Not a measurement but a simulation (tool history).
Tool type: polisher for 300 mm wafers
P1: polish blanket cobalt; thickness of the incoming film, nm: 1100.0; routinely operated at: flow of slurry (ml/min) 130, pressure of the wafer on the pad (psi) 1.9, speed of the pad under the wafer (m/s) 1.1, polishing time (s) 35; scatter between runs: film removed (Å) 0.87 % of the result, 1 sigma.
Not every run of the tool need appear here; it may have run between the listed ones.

run	day	flow of slurry (ml/min)	pressure of the wafer on the pad (psi)	speed of the pad under the wafer (m/s)	polishing time (s)	film removed (Å)
1	0.183	130	1.9	1.1	35	1474.2
2	0.367	130	1.9	1.1	35	1487.5
3	0.533	130	2.6	1.1	35	2057.5
4	0.704	130	1.9	1.1	35	1466.6
5	0.796	130	1.9	1.1	35	1471.9
6	0.988	130	1.9	1.42	50	2731.7
7	1.1	130	1.9	1.48	45	2570.6
8	1.283	130	1.9	0.6	35	808.63
9	1.383	130	1.9	1.1	54	2305.7
10	1.575	130	3	1.52	35	3226.6
11	1.712	130	1.9	1.7	35	2299.8
12	1.838	130	0.9	1.1	35	707.38
13	2.021	130	1.9	1.1	21	886.81
14	2.208	130	1.9	1.1	35	1466.5
15	2.35	195	1.9	1.1	35	1581.2
# day 2.375: worn pad replaced by a new one
16	2.508	130	1.9	1.1	35	1486.4
17	2.675	80	1.9	1.1	35	1336.4
18	2.817	130	1.9	1.1	35	1489.2
19	2.942	130	1.9	1.1	35	1414.3
20	3.108	130	1.9	1.1	35	1387.8
# day 3.229: worn pad replaced by a new one
21	3.233	130	1.9	1.1	35	1393.3
22	3.342	130	1.9	1.1	35	1371.1
23	3.467	130	1.9	1.1	35	1364.1
24	3.558	130	1.9	1.1	35	1387.6

Compared with where it was, what P1 gives has crept away. Each cause listed below fits the log as well as the rest, at the size given for it:
A: head's pressure below its setpoint, % = 7.24
B: slurry flow missing at the pad, % = 28
At approximately day 2.817, the process output began to creep.
The rest of the possible causes, and what rules out each one:
removal rate lost through wear of the pad, %: serviced at day 3.229, after the change had begun; the process did not return to its earlier output

Of the 4 check runs below, each run on 3 wafers with the results averaged and each result still a question mark, which one would tell the listed causes apart?
check 1	3.65	130	1.9	0.7	49	?
check 2	3.65	130	1.9	1.68	35	?
check 3	3.65	130	1	1.1	43	?
check 4	3.65	80	1.9	1.1	27	?

Check results expected under each cause:
check	result	if A	if B
check 1	film removed (Å)	1223.2	1223.1
check 2	film removed (Å)	2096.9	2096.7
check 3	film removed (Å)	887.79	887.7
check 4	film removed (Å)	939.68	903.54
Gap, in per cent, between the two causes that each check separates least, read from the result that separates them most: check 1 0.01 %; check 2 0.01 %; check 3 0.01 %; check 4 3.92 %
Check 4 is the one run that separates the causes; every other check would come out nearly the same whichever cause is at work.

Then check 4 was run and gave: film removed (Å) 936.23. Which cause is it?

Of the candidate causes, it is A: head's pressure below its setpoint, %.
